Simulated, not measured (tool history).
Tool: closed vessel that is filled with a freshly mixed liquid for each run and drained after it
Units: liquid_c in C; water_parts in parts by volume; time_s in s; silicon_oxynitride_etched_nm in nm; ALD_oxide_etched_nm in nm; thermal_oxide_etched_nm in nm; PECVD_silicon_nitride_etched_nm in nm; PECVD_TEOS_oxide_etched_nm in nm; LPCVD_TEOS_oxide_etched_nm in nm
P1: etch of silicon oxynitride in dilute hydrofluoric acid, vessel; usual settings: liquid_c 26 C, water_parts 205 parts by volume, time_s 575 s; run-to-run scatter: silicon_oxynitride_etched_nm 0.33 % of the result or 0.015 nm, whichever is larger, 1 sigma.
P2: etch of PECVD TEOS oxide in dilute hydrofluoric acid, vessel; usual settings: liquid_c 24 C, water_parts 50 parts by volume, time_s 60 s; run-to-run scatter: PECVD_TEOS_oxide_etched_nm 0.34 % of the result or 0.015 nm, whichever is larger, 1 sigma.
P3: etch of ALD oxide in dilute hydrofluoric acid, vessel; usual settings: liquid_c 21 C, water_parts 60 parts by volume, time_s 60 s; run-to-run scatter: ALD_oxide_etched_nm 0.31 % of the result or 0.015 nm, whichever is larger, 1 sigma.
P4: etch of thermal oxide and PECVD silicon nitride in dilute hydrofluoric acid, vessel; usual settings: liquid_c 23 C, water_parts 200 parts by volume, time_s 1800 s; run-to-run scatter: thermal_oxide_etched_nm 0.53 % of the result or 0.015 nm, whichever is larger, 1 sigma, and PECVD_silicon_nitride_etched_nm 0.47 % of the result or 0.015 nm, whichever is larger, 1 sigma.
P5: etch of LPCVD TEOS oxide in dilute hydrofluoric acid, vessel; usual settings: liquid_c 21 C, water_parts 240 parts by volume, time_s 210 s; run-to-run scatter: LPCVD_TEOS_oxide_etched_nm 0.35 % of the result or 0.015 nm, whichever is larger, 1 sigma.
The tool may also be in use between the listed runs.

| run | hour | process | liquid_c | water_parts | time_s | hours since the thermometer was replaced | hours since the hydrofluoric acid flow meter was replaced | silicon_oxynitride_etched_nm | ALD_oxide_etched_nm | thermal_oxide_etched_nm | PECVD_silicon_nitride_etched_nm | PECVD_TEOS_oxide_etched_nm | LPCVD_TEOS_oxide_etched_nm |
|---|---|---|---|---|---|---|---|---|---|---|---|---|---|
| 1 | 7.5 | P1 | 26 | 205 | 575 | 727.8 | 1434.8 | 10.324 |  |  |  |  |  |
| 2 | 12.1 | P3 | 17 | 60 | 60 | 732.4 | 1439.4 |  | 15.517 |  |  |  |  |
| 3 | 20.1 | P4 | 23 | 35 | 1800 | 740.4 | 1447.4 |  |  | 259.72 | 232.67 |  |  |
| 4 | 27.9 | P1 | 18.5 | 205 | 575 | 748.2 | 1455.2 | 7.3383 |  |  |  |  |  |
| 5 | 32.6 | P1 | 26 | 205 | 575 | 752.9 | 1459.9 | 10.377 |  |  |  |  |  |
| 6 | 37.2 | P4 | 23 | 200 | 1800 | 757.5 | 1464.5 |  |  | 37.063 | 41.643 |  |  |
| 7 | 42.5 | P2 | 17 | 50 | 60 | 762.8 | 1469.8 |  |  |  |  | 16.603 |  |
| 8 | 48.4 | P2 | 24 | 50 | 30 | 768.7 | 1475.7 |  |  |  |  | 11.21 |  |
| 9 | 52 | P3 | 21 | 60 | 30 | 772.3 | 1479.3 |  | 9.2404 |  |  |  |  |
| 10 | 59.5 | P1 | 26 | 65 | 575 | 779.8 | 1486.8 | 36.545 |  |  |  |  |  |
| 11 | 65.2 | P1 | 26 | 205 | 915 | 785.5 | 1492.5 | 16.302 |  |  |  |  |  |
| 12 | 69.5 | P5 | 21 | 240 | 210 | 789.8 | 1496.8 |  |  |  |  |  | 37.06 |
| 13 | 76.4 | P2 | 24 | 50 | 60 | 796.7 | 1503.7 |  |  |  |  | 22.379 |  |
| 14 | 80.6 | P1 | 26 | 295 | 575 | 800.9 | 1507.9 | 6.7368 |  |  |  |  |  |
| 15 | 86.7 | P4 | 23 | 200 | 1800 | 807 | 1514 |  |  | 37.659 | 41.921 |  |  |
| 16 | 93 | P1 | 26 | 205 | 575 | 813.3 | 1520.3 | 10.285 |  |  |  |  |  |
| 17 | 97.7 | P1 | 31.5 | 205 | 575 | 818 | 1525 | 13.137 |  |  |  |  |  |
| 18 | 102.8 | P2 | 24 | 80 | 60 | 823.1 | 1530.1 |  |  |  |  | 13.478 |  |
|  | 105.5 | thermometer replaced |
| 19 | 107.4 | P1 | 26 | 205 | 575 | 2 | 1534.7 | 10.34 |  |  |  |  |  |
| 20 | 111.2 | P1 | 26 | 205 | 575 | 5.8 | 1538.5 | 10.391 |  |  |  |  |  |
| 21 | 114.9 | P1 | 26 | 205 | 130 | 9.5 | 1542.2 | 2.3247 |  |  |  |  |  |
| 22 | 119.4 | P4 | 23 | 200 | 145 | 14 | 1546.7 |  |  | 3.0139 | 3.3814 |  |  |
| 23 | 124.8 | P5 | 21 | 70 | 210 | 19.4 | 1552.1 |  |  |  |  |  | 151.06 |
| 24 | 128.9 | P3 | 21 | 110 | 60 | 23.5 | 1556.2 |  | 9.4771 |  |  |  |  |
| 25 | 134 | P5 | 25 | 240 | 210 | 28.6 | 1561.3 |  |  |  |  |  | 42.776 |

Run 26 comes next. What will it give?
| 26 | 139.3 | P5 | 21 | 240 | 30 | 33.9 | 1566.6 |  |  |  |  |  | ? |

{"run 26": {"LPCVD_TEOS_oxide_etched_nm": 5.2744}}

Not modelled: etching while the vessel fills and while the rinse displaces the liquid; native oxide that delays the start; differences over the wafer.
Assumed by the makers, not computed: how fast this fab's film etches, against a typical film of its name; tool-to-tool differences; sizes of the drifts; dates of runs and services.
